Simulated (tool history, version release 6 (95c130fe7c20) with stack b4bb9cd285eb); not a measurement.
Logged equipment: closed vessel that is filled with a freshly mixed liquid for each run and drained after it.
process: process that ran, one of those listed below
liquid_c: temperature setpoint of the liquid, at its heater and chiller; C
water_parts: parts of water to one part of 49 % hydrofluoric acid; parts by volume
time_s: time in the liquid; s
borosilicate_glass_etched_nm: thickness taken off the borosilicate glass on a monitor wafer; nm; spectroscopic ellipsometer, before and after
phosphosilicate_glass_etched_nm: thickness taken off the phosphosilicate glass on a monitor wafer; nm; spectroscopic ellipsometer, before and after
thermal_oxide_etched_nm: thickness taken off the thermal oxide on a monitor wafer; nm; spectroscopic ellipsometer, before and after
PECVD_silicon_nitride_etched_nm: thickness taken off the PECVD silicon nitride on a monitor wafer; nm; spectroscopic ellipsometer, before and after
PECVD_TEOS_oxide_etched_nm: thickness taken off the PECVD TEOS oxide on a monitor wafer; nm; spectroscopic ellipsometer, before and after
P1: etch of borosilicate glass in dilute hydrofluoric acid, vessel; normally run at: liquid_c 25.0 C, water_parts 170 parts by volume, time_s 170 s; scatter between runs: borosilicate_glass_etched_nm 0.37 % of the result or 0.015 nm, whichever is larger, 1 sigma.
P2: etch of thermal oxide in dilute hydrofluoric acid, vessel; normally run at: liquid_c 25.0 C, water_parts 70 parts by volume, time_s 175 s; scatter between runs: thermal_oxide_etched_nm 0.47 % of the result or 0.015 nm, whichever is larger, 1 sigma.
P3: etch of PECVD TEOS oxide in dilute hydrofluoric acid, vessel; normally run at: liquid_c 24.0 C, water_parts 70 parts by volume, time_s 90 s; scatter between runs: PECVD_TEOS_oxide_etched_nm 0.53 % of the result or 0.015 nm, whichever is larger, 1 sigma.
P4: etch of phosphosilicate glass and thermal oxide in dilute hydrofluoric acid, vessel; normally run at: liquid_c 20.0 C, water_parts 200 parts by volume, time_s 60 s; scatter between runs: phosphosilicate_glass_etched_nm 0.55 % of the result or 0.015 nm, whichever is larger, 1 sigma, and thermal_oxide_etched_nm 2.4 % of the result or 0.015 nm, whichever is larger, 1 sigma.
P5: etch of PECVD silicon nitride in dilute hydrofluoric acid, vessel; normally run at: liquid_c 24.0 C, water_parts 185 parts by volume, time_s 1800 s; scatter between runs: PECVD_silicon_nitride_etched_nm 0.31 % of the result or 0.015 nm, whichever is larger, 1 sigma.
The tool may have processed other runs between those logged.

run	hour	process	liquid_c	water_parts	time_s	hours since the thermometer was replaced	hours since the hydrofluoric acid flow meter was replaced	borosilicate_glass_etched_nm	phosphosilicate_glass_etched_nm	thermal_oxide_etched_nm	PECVD_silicon_nitride_etched_nm	PECVD_TEOS_oxide_etched_nm
1	4.4	P1	25.0	170	170	525.7	1802.3	23.6310				
2	8.7	P4	20.0	200	110	530.0	1806.6		47.502	2.03240		
3	14.1	P1	25.0	170	325	535.4	1812.0	44.8200				
4	19.6	P1	25.0	170	170	540.9	1817.5	23.6350				
# hour 21.0: thermometer replaced
5	23.9	P1	18.0	170	170	2.9	1821.8	17.9510				
6	29.0	P2	25.0	120	175	8.0	1826.9			7.10140		
7	34.3	P5	17.0	185	1800	13.3	1832.2				11.543	
8	40.1	P1	30.0	170	170	19.1	1838.0	28.3080				
9	45.8	P2	25.0	70	175	24.8	1843.7			12.85500		
10	50.7	P2	18.0	70	175	29.7	1848.6			9.57220		
11	54.7	P5	24.0	185	1800	33.7	1852.6				18.194	
12	59.9	P3	24.0	70	90	38.9	1857.8					37.997
13	62.9	P4	20.0	200	60	41.9	1860.8		25.975	1.08810		
14	69.1	P2	25.0	70	75	48.1	1867.0			5.47410		
15	72.7	P1	31.0	170	50	51.7	1870.6	8.5627				
16	78.1	P5	24.0	185	1800	57.1	1876.0				18.360	
17	84.5	P1	25.0	300	305	63.5	1882.4	20.9350				
18	88.9	P2	25.0	70	175	67.9	1886.8			12.83500		
19	94.8	P1	25.0	170	170	73.8	1892.7	23.6570				
20	97.9	P4	20.0	350	60	76.9	1895.8		12.889	0.56002		
21	102.1	P1	25.0	170	170	81.1	1900.0	23.6330				
22	108.4	P3	24.0	70	30	87.4	1906.3					12.746
23	111.6	P1	25.0	170	170	90.6	1909.5	23.6240				
24	117.0	P5	24.0	185	2825	96.0	1914.9				28.668	
25	122.2	P1	25.0	260	170	101.2	1920.1	14.0450				
26	125.3	P1	25.0	270	295	104.3	1923.2	22.9590				
27	130.8	P1	25.0	45	170	109.8	1928.7	104.2700				
28	134.1	P3	17.5	70	90	113.1	1932.0					28.706
29	138.3	P5	24.0	320	1800	117.3	1936.2				10.642	
30	144.8	P1	25.0	170	50	123.8	1942.7	6.9499				
31	150.5	P3	24.0	20	90	129.5	1948.4					142.100
32	155.1	P1	25.0	170	170	134.1	1953.0	23.5990				
33	160.5	P4	17.0	200	60	139.5	1958.4		22.980	1.01450		
34	166.6	P3	24.0	70	90	145.6	1964.5					38.001
35	171.7	P1	25.0	170	170	150.7	1969.6	23.5690				
36	177.2	P1	25.0	170	170	156.2	1975.1	22.9450				
37	181.8	P1	25.0	170	170	160.8	1979.7	22.6720				
38	187.1	P1	25.0	170	170	166.1	1985.0	22.6910				
39	191.6	P1	25.0	170	170	170.6	1989.5	22.2680				
40	198.0	P1	25.0	170	170	177.0	1995.9	22.4110				
41	204.1	P1	25.0	170	170	183.1	2002.0	22.4820				

What P1 gives has crept away from where it was. These 2 causes fit the log equally well, each at the size given:
A: liquid colder than its thermometer reads (K) = 1.45
B: hydrofluoric acid flow below the setpoint (%) = 4.43
The gradual shift began around hour 171.7.

Below are 4 check runs, each on a single wafer, with their results shown as question marks. Which of them would tell the listed causes apart, meaning the causes would give clearly different results under it?
check 1	210.2	P2	25.0	70	175					?		
check 2	210.2	P4	20.0	200	60				?	?		
check 3	210.2	P5	24.0	185	1800						?	
check 4	210.2	P3	24.0	70	90							?

If the cause were each of the candidates in turn, the checks would give the following:
check	result	if A	if B
check 1	thermal_oxide_etched_nm	12.14500	12.25600
check 2	phosphosilicate_glass_etched_nm	24.362	24.412
check 2	thermal_oxide_etched_nm	1.04260	1.04480
check 3	PECVD_silicon_nitride_etched_nm	16.701	17.521
check 4	PECVD_TEOS_oxide_etched_nm	35.855	36.204
Distance between the nearest two causes, measured in the result of the check that separates them most: check 1 0.91 %; check 2 0.21 %; check 3 4.8 %; check 4 0.97 %
Check 3 is the one run that separates the causes; every other check would come out nearly the same whichever cause is at work.

Check 3 was carried out, with these results: PECVD_silicon_nitride_etched_nm 17.526 nm. Which of the listed causes is responsible?

It is B: hydrofluoric acid flow below the setpoint (%).
